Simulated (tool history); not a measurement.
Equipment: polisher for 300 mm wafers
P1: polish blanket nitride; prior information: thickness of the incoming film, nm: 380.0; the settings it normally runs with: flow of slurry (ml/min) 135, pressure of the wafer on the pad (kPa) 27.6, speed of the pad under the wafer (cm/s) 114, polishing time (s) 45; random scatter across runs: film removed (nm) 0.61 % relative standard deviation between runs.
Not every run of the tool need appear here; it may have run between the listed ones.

run  hour  flow of slurry (ml/min)  pressure of the wafer on the pad (kPa)  speed of the pad under the wafer (cm/s)  polishing time (s)  wafers polished on this pad  hours since the slurry nozzle was cleaned  hours since the head pressure was calibrated  film removed (nm)
  1   2.3                      135                                    27.6                                      114                  45                          309                                      452.2                                        1009.0             91.272
  2   5.0                      195                                    27.6                                      114                  45                          336                                      454.9                                        1011.7             96.471
  3   9.4                      135                                    12.4                                      114                  45                          381                                      459.3                                        1016.1             41.416
  4  12.6                      135                                    27.6                                      114                  45                          414                                      462.5                                        1019.3             91.984
  5  16.3                      135                                    27.6                                       62                  45                          452                                      466.2                                        1023.0             55.918
  6  20.2                      135                                    27.6                                      114                  45                          492                                      470.1                                        1026.9             91.279
  7  24.5                       95                                    27.6                                      114                  45                          536                                      474.4                                        1031.2             84.701
  8  27.1                       95                                    27.6                                       52                  45                          563                                      477.0                                        1033.8             45.261
  9  30.8                      135                                    27.6                                      114                  45                          601                                      480.7                                        1037.5             91.843
 10  34.0                      135                                    27.6                                      142                  59                          633                                      483.9                                        1040.7            143.830
 11  38.1                      135                                    12.4                                      114                  59                          675                                      488.0                                        1044.8             53.857
 12  41.0                      135                                    27.6                                      114                  45                          705                                      490.9                                        1047.7             90.257
 13  43.8                      135                                    35.9                                      114                  45                          734                                      493.7                                        1050.5            119.030
 14  45.8                      135                                    27.6                                      178                  45                          754                                      495.7                                        1052.5            129.820
 15  50.2                      135                                    27.6                                      114                  45                          799                                      500.1                                        1056.9             91.042
 16  52.9                      135                                    27.6                                      114                  22                          827                                      502.8                                        1059.6             44.843
 17  57.6                      135                                    27.6                                      114                  71                          875                                      507.5                                        1064.3            144.020
 18  62.0                      135                                    27.6                                      114                  45                          920                                      511.9                                        1068.7             91.777
 19  64.1                      135                                    27.6                                      114                  45                          942                                      514.0                                        1070.8             89.443

Estimate the outcome of run 20 from the log above:
 20  67.6                      135                                    27.6                                      114                  45                          977                                      517.5                                        1074.3                  ?

film removed (nm): 86.594
